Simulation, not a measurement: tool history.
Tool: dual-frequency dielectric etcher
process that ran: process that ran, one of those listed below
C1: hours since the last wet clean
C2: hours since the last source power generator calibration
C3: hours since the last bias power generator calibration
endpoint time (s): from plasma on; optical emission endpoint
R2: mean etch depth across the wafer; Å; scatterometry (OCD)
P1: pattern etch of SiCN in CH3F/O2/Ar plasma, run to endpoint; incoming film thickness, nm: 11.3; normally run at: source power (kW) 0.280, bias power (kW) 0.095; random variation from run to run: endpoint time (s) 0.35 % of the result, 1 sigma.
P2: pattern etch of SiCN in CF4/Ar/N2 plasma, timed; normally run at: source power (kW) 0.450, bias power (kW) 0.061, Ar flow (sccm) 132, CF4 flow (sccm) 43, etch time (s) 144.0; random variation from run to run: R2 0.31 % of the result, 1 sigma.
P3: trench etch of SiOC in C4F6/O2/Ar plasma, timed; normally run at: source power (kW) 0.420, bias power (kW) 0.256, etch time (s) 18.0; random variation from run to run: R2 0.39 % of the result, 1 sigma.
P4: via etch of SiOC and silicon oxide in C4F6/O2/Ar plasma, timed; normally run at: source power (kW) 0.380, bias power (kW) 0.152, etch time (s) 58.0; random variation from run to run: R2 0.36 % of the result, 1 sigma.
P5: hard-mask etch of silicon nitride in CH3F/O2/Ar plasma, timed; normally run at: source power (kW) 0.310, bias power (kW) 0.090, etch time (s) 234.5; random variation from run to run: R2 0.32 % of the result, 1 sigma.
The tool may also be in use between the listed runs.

{"run": 1, "hour": 17.9, "process that ran": "P1", "source power (kW)": 0.28, "bias power (kW)": 0.095, "C1": 343.7, "C2": 1108.6, "C3": 1653.0, "endpoint time (s)": 31.101}
{"run": 2, "hour": 30.1, "process that ran": "P1", "source power (kW)": 0.37, "bias power (kW)": 0.121, "C1": 355.9, "C2": 1120.8, "C3": 1665.2, "endpoint time (s)": 25.709}
{"run": 3, "hour": 43.8, "process that ran": "P2", "source power (kW)": 0.45, "bias power (kW)": 0.061, "Ar flow (sccm)": 132, "CF4 flow (sccm)": 31, "etch time (s)": 144.0, "C1": 369.6, "C2": 1134.5, "C3": 1678.9, "R2": 989.0}
{"run": 4, "hour": 52.5, "process that ran": "P3", "source power (kW)": 0.42, "bias power (kW)": 0.256, "etch time (s)": 18.0, "C1": 378.3, "C2": 1143.2, "C3": 1687.6, "R2": 425.5}
{"run": 5, "hour": 66.9, "process that ran": "P2", "source power (kW)": 0.45, "bias power (kW)": 0.061, "Ar flow (sccm)": 132, "CF4 flow (sccm)": 43, "etch time (s)": 192.5, "C1": 392.7, "C2": 1157.6, "C3": 1702.0, "R2": 1397.0}
{"run": 6, "hour": 82.9, "process that ran": "P5", "source power (kW)": 0.31, "bias power (kW)": 0.09, "etch time (s)": 234.5, "C1": 408.7, "C2": 1173.6, "C3": 1718.0, "R2": 1643.6}
{"run": 7, "hour": 96.2, "process that ran": "P5", "source power (kW)": 0.31, "bias power (kW)": 0.09, "etch time (s)": 174.5, "C1": 422.0, "C2": 1186.9, "C3": 1731.3, "R2": 1223.2}
{"run": 8, "hour": 115.3, "process that ran": "P4", "source power (kW)": 0.38, "bias power (kW)": 0.152, "etch time (s)": 86.5, "C1": 441.1, "C2": 1206.0, "C3": 1750.4, "R2": 903.8}
{"run": 9, "hour": 127.2, "process that ran": "P1", "source power (kW)": 0.28, "bias power (kW)": 0.095, "C1": 453.0, "C2": 1217.9, "C3": 1762.3, "endpoint time (s)": 31.021}
{"run": 10, "hour": 139.4, "process that ran": "P1", "source power (kW)": 0.28, "bias power (kW)": 0.119, "C1": 465.2, "C2": 1230.1, "C3": 1774.5, "endpoint time (s)": 28.377}
{"run": 11, "hour": 154.9, "process that ran": "P5", "source power (kW)": 0.41, "bias power (kW)": 0.09, "etch time (s)": 234.5, "C1": 480.7, "C2": 1245.6, "C3": 1790.0, "R2": 1824.4}
{"run": 12, "hour": 164.1, "process that ran": "P1", "source power (kW)": 0.35, "bias power (kW)": 0.095, "C1": 489.9, "C2": 1254.8, "C3": 1799.2, "endpoint time (s)": 28.654}
{"run": 13, "hour": 182.0, "process that ran": "P4", "source power (kW)": 0.46, "bias power (kW)": 0.152, "etch time (s)": 58.0, "C1": 507.8, "C2": 1272.7, "C3": 1817.1, "R2": 653.41}
{"run": 14, "hour": 197.6, "process that ran": "P4", "source power (kW)": 0.38, "bias power (kW)": 0.152, "etch time (s)": 58.0, "C1": 523.4, "C2": 1288.3, "C3": 1832.7, "R2": 609.28}
{"run": 15, "hour": 208.5, "process that ran": "P3", "source power (kW)": 0.42, "bias power (kW)": 0.176, "etch time (s)": 18.0, "C1": 534.3, "C2": 1299.2, "C3": 1843.6, "R2": 377.61}
{"run": 16, "hour": 223.7, "process that ran": "P1", "source power (kW)": 0.28, "bias power (kW)": 0.077, "C1": 549.5, "C2": 1314.4, "C3": 1858.8, "endpoint time (s)": 33.842}
{"run": 17, "hour": 234.1, "process that ran": "P4", "source power (kW)": 0.38, "bias power (kW)": 0.152, "etch time (s)": 58.0, "C1": 559.9, "C2": 1324.8, "C3": 1869.2, "R2": 606.51}
{"run": 18, "hour": 245.9, "process that ran": "P2", "source power (kW)": 0.45, "bias power (kW)": 0.061, "Ar flow (sccm)": 106, "CF4 flow (sccm)": 43, "etch time (s)": 144.0, "C1": 571.7, "C2": 1336.6, "C3": 1881.0, "R2": 1092.9}
{"run": 19, "hour": 259.2, "process that ran": "P1", "source power (kW)": 0.37, "bias power (kW)": 0.062, "C1": 585.0, "C2": 1349.9, "C3": 1894.3, "endpoint time (s)": 32.625}
{"run": 20, "hour": 274.9, "process that ran": "P2", "source power (kW)": 0.45, "bias power (kW)": 0.061, "Ar flow (sccm)": 132, "CF4 flow (sccm)": 43, "etch time (s)": 144.0, "C1": 600.7, "C2": 1365.6, "C3": 1910.0, "R2": 1048.7}
{"run": 21, "hour": 293.5, "process that ran": "P1", "source power (kW)": 0.28, "bias power (kW)": 0.095, "C1": 619.3, "C2": 1384.2, "C3": 1928.6, "endpoint time (s)": 31.124}
{"run": 22, "hour": 306.4, "process that ran": "P2", "source power (kW)": 0.45, "bias power (kW)": 0.061, "Ar flow (sccm)": 132, "CF4 flow (sccm)": 43, "etch time (s)": 144.0, "C1": 632.2, "C2": 1397.1, "C3": 1941.5, "R2": 1047.8}
{"run": 23, "hour": 320.7, "process that ran": "P1", "source power (kW)": 0.28, "bias power (kW)": 0.095, "C1": 646.5, "C2": 1411.4, "C3": 1955.8, "endpoint time (s)": 31.141}
{"run": 24, "hour": 336.7, "process that ran": "P1", "source power (kW)": 0.18, "bias power (kW)": 0.095, "C1": 662.5, "C2": 1427.4, "C3": 1971.8, "endpoint time (s)": 36.734}
{"run": 25, "hour": 349.2, "process that ran": "P5", "source power (kW)": 0.31, "bias power (kW)": 0.064, "etch time (s)": 234.5, "C1": 675.0, "C2": 1439.9, "C3": 1984.3, "R2": 1453.3}
{"run": 26, "hour": 361.7, "process that ran": "P1", "source power (kW)": 0.28, "bias power (kW)": 0.095, "C1": 687.5, "C2": 1452.4, "C3": 1996.8, "endpoint time (s)": 31.065}
{"run": 27, "hour": 376.0, "process that ran": "P3", "source power (kW)": 0.42, "bias power (kW)": 0.256, "etch time (s)": 18.0, "C1": 701.8, "C2": 1466.7, "C3": 2011.1, "R2": 425.92}
{"hour": 385.6, "done": "source power generator calibrated"}
{"run": 28, "hour": 392.0, "process that ran": "P2", "source power (kW)": 0.45, "bias power (kW)": 0.075, "Ar flow (sccm)": 132, "CF4 flow (sccm)": 43, "etch time (s)": 144.0, "C1": 717.8, "C2": 6.5, "C3": 2027.1, "R2": 1133.4}
{"run": 29, "hour": 408.4, "process that ran": "P3", "source power (kW)": 0.25, "bias power (kW)": 0.256, "etch time (s)": 18.0, "C1": 734.2, "C2": 22.9, "C3": 2043.5, "R2": 350.55}
{"run": 30, "hour": 424.0, "process that ran": "P2", "source power (kW)": 0.31, "bias power (kW)": 0.061, "Ar flow (sccm)": 132, "CF4 flow (sccm)": 43, "etch time (s)": 144.0, "C1": 749.8, "C2": 38.5, "C3": 2059.1, "R2": 754.91}
{"run": 31, "hour": 434.4, "process that ran": "P4", "source power (kW)": 0.38, "bias power (kW)": 0.096, "etch time (s)": 58.0, "C1": 760.2, "C2": 48.9, "C3": 2069.5, "R2": 526.88}
{"run": 32, "hour": 451.7, "process that ran": "P1", "source power (kW)": 0.28, "bias power (kW)": 0.095, "C1": 777.5, "C2": 66.2, "C3": 2086.8, "endpoint time (s)": 31.132}
{"run": 33, "hour": 468.4, "process that ran": "P1", "source power (kW)": 0.17, "bias power (kW)": 0.072, "C1": 794.2, "C2": 82.9, "C3": 2103.5, "endpoint time (s)": 41.382}
{"run": 34, "hour": 481.1, "process that ran": "P1", "source power (kW)": 0.28, "bias power (kW)": 0.095, "C1": 806.9, "C2": 95.6, "C3": 2116.2, "endpoint time (s)": 31.172}
{"run": 35, "hour": 492.4, "process that ran": "P3", "source power (kW)": 0.42, "bias power (kW)": 0.256, "etch time (s)": 27.0, "C1": 818.2, "C2": 106.9, "C3": 2127.5, "R2": 640.15}
{"run": 36, "hour": 503.5, "process that ran": "P1", "source power (kW)": 0.28, "bias power (kW)": 0.095, "C1": 829.3, "C2": 118.0, "C3": 2138.6, "endpoint time (s)": 31.213}
{"run": 37, "hour": 512.8, "process that ran": "P1", "source power (kW)": 0.28, "bias power (kW)": 0.095, "C1": 838.6, "C2": 127.3, "C3": 2147.9, "endpoint time (s)": 30.977}
{"run": 38, "hour": 528.1, "process that ran": "P1", "source power (kW)": 0.28, "bias power (kW)": 0.095, "C1": 853.9, "C2": 142.6, "C3": 2163.2, "endpoint time (s)": 30.7}
{"run": 39, "hour": 544.4, "process that ran": "P1", "source power (kW)": 0.28, "bias power (kW)": 0.095, "C1": 870.2, "C2": 158.9, "C3": 2179.5, "endpoint time (s)": 30.696}
{"run": 40, "hour": 558.9, "process that ran": "P1", "source power (kW)": 0.28, "bias power (kW)": 0.095, "C1": 884.7, "C2": 173.4, "C3": 2194.0, "endpoint time (s)": 30.781}
{"run": 41, "hour": 574.8, "process that ran": "P1", "source power (kW)": 0.28, "bias power (kW)": 0.095, "C1": 900.6, "C2": 189.3, "C3": 2209.9, "endpoint time (s)": 30.595}
{"hour": 580.6, "done": "wet clean of the chamber"}
{"run": 42, "hour": 584.9, "process that ran": "P1", "source power (kW)": 0.28, "bias power (kW)": 0.095, "C1": 4.3, "C2": 199.4, "C3": 2220.0, "endpoint time (s)": 30.73}
{"run": 43, "hour": 595.1, "process that ran": "P1", "source power (kW)": 0.28, "bias power (kW)": 0.095, "C1": 14.5, "C2": 209.6, "C3": 2230.2, "endpoint time (s)": 30.461}
{"run": 44, "hour": 607.3, "process that ran": "P1", "source power (kW)": 0.28, "bias power (kW)": 0.095, "C1": 26.7, "C2": 221.8, "C3": 2242.4, "endpoint time (s)": 30.431}
{"run": 45, "hour": 623.0, "process that ran": "P1", "source power (kW)": 0.28, "bias power (kW)": 0.095, "C1": 42.4, "C2": 237.5, "C3": 2258.1, "endpoint time (s)": 30.618}

What P1 gives has crept away from where it was. These 2 causes fit the log equally well, each at the size given:
A: source power that arrives over what is set, % = 4.91
B: bias power that arrives over what is set, % = 4.7
The creep began at about hour 503.5.
Why every other cause is out:
chamber walls in a state that raises the etch rate, %: serviced at hour 580.6, which brought nothing back

4 check runs are offered, one wafer each, their results left as question marks. Which one tells the causes apart?
{"run": "check 1", "hour": 638.7, "process that ran": "P2", "source power (kW)": 0.45, "bias power (kW)": 0.061, "Ar flow (sccm)": 132, "CF4 flow (sccm)": 43, "etch time (s)": 144.0, "R2": "?"}
{"run": "check 2", "hour": 638.7, "process that ran": "P5", "source power (kW)": 0.31, "bias power (kW)": 0.09, "etch time (s)": 234.5, "R2": "?"}
{"run": "check 3", "hour": 638.7, "process that ran": "P3", "source power (kW)": 0.42, "bias power (kW)": 0.256, "etch time (s)": 18.0, "R2": "?"}
{"run": "check 4", "hour": 638.7, "process that ran": "P4", "source power (kW)": 0.38, "bias power (kW)": 0.152, "etch time (s)": 58.0, "R2": "?"}

What each check would give under each cause:
check=check_1 result=R2 if_A=1089.80 if_B=1064.00
check=check_2 result=R2 if_A=1673.50 if_B=1671.90
check=check_3 result=R2 if_A=433.55 if_B=432.39
check=check_4 result=R2 if_A=618.83 if_B=616.14
How far apart the two closest causes lie, in the result that separates them most: check 1 2.39 %; check 2 0.1 %; check 3 0.27 %; check 4 0.44 %
Only check 1 tells the causes apart: in the others they would give nearly the same result.

Check 1 was then run and gave: R2 1089.90 Å. Which cause is it?

It is A: source power that arrives over what is set, %.
